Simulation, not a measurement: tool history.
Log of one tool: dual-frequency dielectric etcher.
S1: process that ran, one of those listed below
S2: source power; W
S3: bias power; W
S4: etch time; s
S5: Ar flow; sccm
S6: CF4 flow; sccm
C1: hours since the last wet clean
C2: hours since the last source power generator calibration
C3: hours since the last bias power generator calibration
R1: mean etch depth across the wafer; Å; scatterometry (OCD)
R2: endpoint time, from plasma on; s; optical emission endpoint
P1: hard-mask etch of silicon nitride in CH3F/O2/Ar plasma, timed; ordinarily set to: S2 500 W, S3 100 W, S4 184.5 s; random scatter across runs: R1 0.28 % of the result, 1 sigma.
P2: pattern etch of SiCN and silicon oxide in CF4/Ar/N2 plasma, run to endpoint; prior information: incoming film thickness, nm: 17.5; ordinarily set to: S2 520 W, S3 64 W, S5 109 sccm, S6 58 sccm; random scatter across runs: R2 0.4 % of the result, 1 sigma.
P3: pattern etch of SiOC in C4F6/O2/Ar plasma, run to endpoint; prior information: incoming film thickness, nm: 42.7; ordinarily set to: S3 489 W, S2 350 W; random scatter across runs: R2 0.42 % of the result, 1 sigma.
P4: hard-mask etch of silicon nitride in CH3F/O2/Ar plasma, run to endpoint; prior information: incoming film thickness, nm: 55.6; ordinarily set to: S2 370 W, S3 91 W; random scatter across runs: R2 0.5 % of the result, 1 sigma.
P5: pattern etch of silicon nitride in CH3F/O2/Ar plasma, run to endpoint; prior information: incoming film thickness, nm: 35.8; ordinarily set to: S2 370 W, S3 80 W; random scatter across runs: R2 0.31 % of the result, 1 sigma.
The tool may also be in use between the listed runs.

Run 1, hour 12.7: S1 P1, S2 500 W, S3 100 W, S4 184.5 s; C1 256.9; C2 1539.4; C3 1531.3. Result: R1 1557 Å.
Run 2, hour 27: S1 P3, S2 350 W, S3 489 W; C1 271.2; C2 1553.7; C3 1545.6. Result: R2 15.344 s.
Run 3, hour 34.3: S1 P3, S2 210 W, S3 489 W; C1 278.5; C2 1561; C3 1552.9. Result: R2 18.428 s.
Run 4, hour 43.7: S1 P2, S2 740 W, S3 64 W, S5 109 sccm, S6 58 sccm; C1 287.9; C2 1570.4; C3 1562.3. Result: R2 13.771 s.
Run 5, hour 58.6: S1 P2, S2 520 W, S3 64 W, S5 109 sccm, S6 58 sccm; C1 302.8; C2 1585.3; C3 1577.2. Result: R2 18.772 s.
Run 6, hour 73.2: S1 P3, S2 350 W, S3 489 W; C1 317.4; C2 1599.9; C3 1591.8. Result: R2 15.288 s.
Run 7, hour 80.9: S1 P1, S2 500 W, S3 100 W, S4 123.5 s; C1 325.1; C2 1607.6; C3 1599.5. Result: R1 1034.1 Å.
Run 8, hour 95.6: S1 P5, S2 370 W, S3 59 W; C1 339.8; C2 1622.3; C3 1614.2. Result: R2 57.172 s.
Run 9, hour 106.8: S1 P1, S2 500 W, S3 134 W, S4 184.5 s; C1 351; C2 1633.5; C3 1625.4. Result: R1 1724.3 Å.
Run 10, hour 114.4: S1 P1, S2 680 W, S3 100 W, S4 184.5 s; C1 358.6; C2 1641.1; C3 1633. Result: R1 1746.3 Å.
Run 11, hour 127.7: S1 P1, S2 500 W, S3 100 W, S4 270.5 s; C1 371.9; C2 1654.4; C3 1646.3. Result: R1 2280.7 Å.
Run 12, hour 140.2: S1 P4, S2 370 W, S3 118 W; C1 384.4; C2 1666.9; C3 1658.8. Result: R2 68.895 s.
At hour 151.6: wet clean of the chamber.
Run 13, hour 152.6: S1 P4, S2 370 W, S3 91 W; C1 1.1; C2 1679.3; C3 1671.2. Result: R2 76.015 s.
Run 14, hour 160.6: S1 P4, S2 240 W, S3 91 W; C1 9.1; C2 1687.3; C3 1679.2. Result: R2 88.702 s.
Run 15, hour 167.8: S1 P1, S2 500 W, S3 100 W, S4 184.5 s; C1 16.3; C2 1694.5; C3 1686.4. Result: R1 1554.4 Å.
Run 16, hour 176.3: S1 P1, S2 500 W, S3 100 W, S4 184.5 s; C1 24.8; C2 1703; C3 1694.9. Result: R1 1548.4 Å.
Run 17, hour 188.6: S1 P2, S2 520 W, S3 40 W, S5 109 sccm, S6 58 sccm; C1 37.1; C2 1715.3; C3 1707.2. Result: R2 21.587 s.
Run 18, hour 197.2: S1 P5, S2 370 W, S3 80 W; C1 45.7; C2 1723.9; C3 1715.8. Result: R2 51.338 s.
Run 19, hour 204.6: S1 P1, S2 500 W, S3 100 W, S4 184.5 s; C1 53.1; C2 1731.3; C3 1723.2. Result: R1 1550 Å.
Run 20, hour 218.6: S1 P1, S2 500 W, S3 100 W, S4 184.5 s; C1 67.1; C2 1745.3; C3 1737.2. Result: R1 1553 Å.
Run 21, hour 227.3: S1 P1, S2 500 W, S3 67 W, S4 184.5 s; C1 75.8; C2 1754; C3 1745.9. Result: R1 1349.7 Å.
Run 22, hour 239: S1 P2, S2 520 W, S3 64 W, S5 109 sccm, S6 58 sccm; C1 87.5; C2 1765.7; C3 1757.6. Result: R2 18.612 s.
Run 23, hour 254.9: S1 P3, S2 350 W, S3 329 W; C1 103.4; C2 1781.6; C3 1773.5. Result: R2 17.823 s.
Run 24, hour 266: S1 P2, S2 520 W, S3 64 W, S5 81 sccm, S6 58 sccm; C1 114.5; C2 1792.7; C3 1784.6. Result: R2 17.827 s.
Run 25, hour 279.4: S1 P1, S2 370 W, S3 100 W, S4 184.5 s; C1 127.9; C2 1806.1; C3 1798. Result: R1 1387 Å.
Run 26, hour 293: S1 P5, S2 370 W, S3 80 W; C1 141.5; C2 1819.7; C3 1811.6. Result: R2 51.294 s.
Run 27, hour 307.6: S1 P2, S2 520 W, S3 64 W, S5 109 sccm, S6 34 sccm; C1 156.1; C2 1834.3; C3 1826.2. Result: R2 20.398 s.
Run 28, hour 321.2: S1 P5, S2 470 W, S3 80 W; C1 169.7; C2 1847.9; C3 1839.8. Result: R2 47.015 s.
Run 29, hour 328.9: S1 P1, S2 610 W, S3 100 W, S4 134.5 s; C1 177.4; C2 1855.6; C3 1847.5. Result: R1 1222.9 Å.
Run 30, hour 344.3: S1 P1, S2 500 W, S3 100 W, S4 184.5 s; C1 192.8; C2 1871; C3 1862.9. Result: R1 1550 Å.
Run 31, hour 355.8: S1 P1, S2 500 W, S3 100 W, S4 184.5 s; C1 204.3; C2 1882.5; C3 1874.4. Result: R1 1555.9 Å.
Run 32, hour 366.5: S1 P1, S2 500 W, S3 100 W, S4 184.5 s; C1 215; C2 1893.2; C3 1885.1. Result: R1 1564.3 Å.
Run 33, hour 373.6: S1 P1, S2 500 W, S3 100 W, S4 184.5 s; C1 222.1; C2 1900.3; C3 1892.2. Result: R1 1566.1 Å.
Run 34, hour 384.8: S1 P1, S2 500 W, S3 100 W, S4 184.5 s; C1 233.3; C2 1911.5; C3 1903.4. Result: R1 1565.4 Å.
Run 35, hour 398.2: S1 P1, S2 500 W, S3 100 W, S4 184.5 s; C1 246.7; C2 1924.9; C3 1916.8. Result: R1 1562.7 Å.
Run 36, hour 408.3: S1 P1, S2 500 W, S3 100 W, S4 184.5 s; C1 256.8; C2 1935; C3 1926.9. Result: R1 1565.9 Å.
Run 37, hour 418.4: S1 P1, S2 500 W, S3 100 W, S4 184.5 s; C1 266.9; C2 1945.1; C3 1937. Result: R1 1575 Å.
At hour 423.9: wet clean of the chamber.
Run 38, hour 429.9: S1 P1, S2 500 W, S3 100 W, S4 184.5 s; C1 6; C2 1956.6; C3 1948.5. Result: R1 1570.5 Å.
Run 39, hour 443.3: S1 P1, S2 500 W, S3 100 W, S4 184.5 s; C1 19.4; C2 1970; C3 1961.9. Result: R1 1571.1 Å.
Run 40, hour 450.4: S1 P1, S2 500 W, S3 100 W, S4 184.5 s; C1 26.5; C2 1977.1; C3 1969. Result: R1 1571.8 Å.
Run 41, hour 459.4: S1 P1, S2 500 W, S3 100 W, S4 184.5 s; C1 35.5; C2 1986.1; C3 1978. Result: R1 1569.6 Å.

P1 has crept away from where it was. The log is fitted equally well by each of these 2 causes, at the sizes shown:
A: source power that arrives over what is set, % = 3.85
B: bias power that arrives over what is set, % = 3.96
The process output started creeping at around hour 344.3.
Ruled out, with reasons:
chamber walls in a state that raises the etch rate, %: was serviced at hour 423.9, once the creep was under way, yet the earlier output never came back

Below are 4 check runs, each averaged over 2 wafers, with their results shown as question marks. Which of them would give clearly different results depending on which cause is behind the drift?
Run check 1, hour 468.4: S1 P2, S2 710 W, S3 47 W, S5 109 sccm, S6 58 sccm. Result: R2 ?.
Run check 2, hour 468.4: S1 P5, S2 430 W, S3 80 W. Result: R2 ?.
Run check 3, hour 468.4: S1 P3, S2 230 W, S3 381 W. Result: R2 ?.
Run check 4, hour 468.4: S1 P4, S2 260 W, S3 106 W. Result: R2 ?.

Expected result of each check under each candidate cause:
  check  result    if A    if B
check 1      R2  15.155  15.488
check 2      R2    47.8  47.831
check 3      R2  19.284  19.277
check 4      R2  80.295  80.221
How far apart the two closest causes lie, in the result that separates them most: check 1 2.18 %; check 2 0.07 %; check 3 0.04 %; check 4 0.09 %
Of the check runs offered, only check 1 discriminates between the causes; the rest would read about the same regardless of which cause applies.

Check 1 was then run and gave: R2 15.19 s. Which cause is it?

Of the candidate causes, it is A: source power that arrives over what is set, %.

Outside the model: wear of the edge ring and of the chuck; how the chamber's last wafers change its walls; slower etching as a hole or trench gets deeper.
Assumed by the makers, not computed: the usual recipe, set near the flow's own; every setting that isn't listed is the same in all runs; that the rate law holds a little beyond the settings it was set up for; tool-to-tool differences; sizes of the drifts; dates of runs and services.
